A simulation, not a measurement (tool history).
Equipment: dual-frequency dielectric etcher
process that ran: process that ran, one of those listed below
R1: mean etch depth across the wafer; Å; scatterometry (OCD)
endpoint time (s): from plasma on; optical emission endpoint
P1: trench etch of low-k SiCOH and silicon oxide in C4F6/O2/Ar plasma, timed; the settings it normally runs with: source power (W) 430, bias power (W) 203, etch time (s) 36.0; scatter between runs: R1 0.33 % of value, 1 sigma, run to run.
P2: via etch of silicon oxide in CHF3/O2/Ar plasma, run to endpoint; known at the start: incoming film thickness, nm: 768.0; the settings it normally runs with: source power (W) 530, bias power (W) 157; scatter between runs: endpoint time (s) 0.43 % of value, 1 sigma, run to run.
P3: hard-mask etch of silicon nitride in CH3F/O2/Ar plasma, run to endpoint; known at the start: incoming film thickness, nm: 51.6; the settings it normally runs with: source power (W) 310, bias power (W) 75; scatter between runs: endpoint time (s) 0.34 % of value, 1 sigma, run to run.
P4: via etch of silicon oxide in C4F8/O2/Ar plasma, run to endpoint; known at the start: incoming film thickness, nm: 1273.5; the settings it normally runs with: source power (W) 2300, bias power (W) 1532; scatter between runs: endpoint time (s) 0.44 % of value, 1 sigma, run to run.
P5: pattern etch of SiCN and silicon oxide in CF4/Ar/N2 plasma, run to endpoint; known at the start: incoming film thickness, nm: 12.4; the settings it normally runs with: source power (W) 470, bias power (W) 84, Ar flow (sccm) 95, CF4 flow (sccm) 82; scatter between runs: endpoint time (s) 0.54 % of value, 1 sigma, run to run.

Run 1, hour 11.0: process that ran P1, source power (W) 430, bias power (W) 203, etch time (s) 36.0. Result: R1 1226.30 Å.
Run 2, hour 19.7: process that ran P5, source power (W) 470, bias power (W) 84, Ar flow (sccm) 95, CF4 flow (sccm) 82. Result: endpoint time (s) 13.383.
Run 3, hour 30.0: process that ran P5, source power (W) 370, bias power (W) 84, Ar flow (sccm) 95, CF4 flow (sccm) 82. Result: endpoint time (s) 16.396.
Run 4, hour 44.1: process that ran P4, source power (W) 2300, bias power (W) 1156. Result: endpoint time (s) 284.070.
Run 5, hour 51.3: process that ran P4, source power (W) 2300, bias power (W) 1532. Result: endpoint time (s) 266.920.
Run 6, hour 61.8: process that ran P1, source power (W) 430, bias power (W) 203, etch time (s) 36.0. Result: R1 1230.30 Å.
Run 7, hour 69.1: process that ran P4, source power (W) 2300, bias power (W) 1532. Result: endpoint time (s) 266.220.
Run 8, hour 77.2: process that ran P2, source power (W) 530, bias power (W) 123. Result: endpoint time (s) 450.240.
Run 9, hour 91.1: process that ran P5, source power (W) 470, bias power (W) 55, Ar flow (sccm) 95, CF4 flow (sccm) 82. Result: endpoint time (s) 15.149.
Run 10, hour 100.7: process that ran P1, source power (W) 310, bias power (W) 203, etch time (s) 26.5. Result: R1 801.36 Å.
Run 11, hour 112.4: process that ran P2, source power (W) 530, bias power (W) 157. Result: endpoint time (s) 419.370.
Run 12, hour 121.6: process that ran P5, source power (W) 470, bias power (W) 84, Ar flow (sccm) 95, CF4 flow (sccm) 101. Result: endpoint time (s) 12.800.
Run 13, hour 135.7: process that ran P2, source power (W) 750, bias power (W) 157. Result: endpoint time (s) 361.610.
Run 14, hour 145.5: process that ran P1, source power (W) 430, bias power (W) 157, etch time (s) 36.0. Result: R1 1133.00 Å.
Run 15, hour 157.0: process that ran P4, source power (W) 1370, bias power (W) 1532. Result: endpoint time (s) 324.980.
Run 16, hour 169.5: process that ran P1, source power (W) 430, bias power (W) 203, etch time (s) 36.0. Result: R1 1228.40 Å.
Run 17, hour 177.6: process that ran P3, source power (W) 200, bias power (W) 75. Result: endpoint time (s) 95.463.
Run 18, hour 188.8: process that ran P1, source power (W) 430, bias power (W) 203, etch time (s) 27.5. Result: R1 941.35 Å.
Run 19, hour 195.2: process that ran P1, source power (W) 430, bias power (W) 203, etch time (s) 36.0. Result: R1 1229.60 Å.
Run 20, hour 209.0: process that ran P5, source power (W) 470, bias power (W) 84, Ar flow (sccm) 57, CF4 flow (sccm) 82. Result: endpoint time (s) 12.456.
Run 21, hour 221.8: process that ran P1, source power (W) 260, bias power (W) 203, etch time (s) 36.0. Result: R1 1010.70 Å.
Run 22, hour 229.5: process that ran P1, source power (W) 430, bias power (W) 265, etch time (s) 36.0. Result: R1 1345.40 Å.
Run 23, hour 236.8: process that ran P1, source power (W) 310, bias power (W) 246, etch time (s) 36.0. Result: R1 1158.50 Å.
Run 24, hour 249.0: process that ran P1, source power (W) 560, bias power (W) 203, etch time (s) 36.0. Result: R1 1356.70 Å.

The next listed run, before its measurement:
Run 25, hour 259.4: process that ran P1, source power (W) 430, bias power (W) 203, etch time (s) 36.0. Result: R1 ?.

Run 25 yielded R1 1227.40 Å.

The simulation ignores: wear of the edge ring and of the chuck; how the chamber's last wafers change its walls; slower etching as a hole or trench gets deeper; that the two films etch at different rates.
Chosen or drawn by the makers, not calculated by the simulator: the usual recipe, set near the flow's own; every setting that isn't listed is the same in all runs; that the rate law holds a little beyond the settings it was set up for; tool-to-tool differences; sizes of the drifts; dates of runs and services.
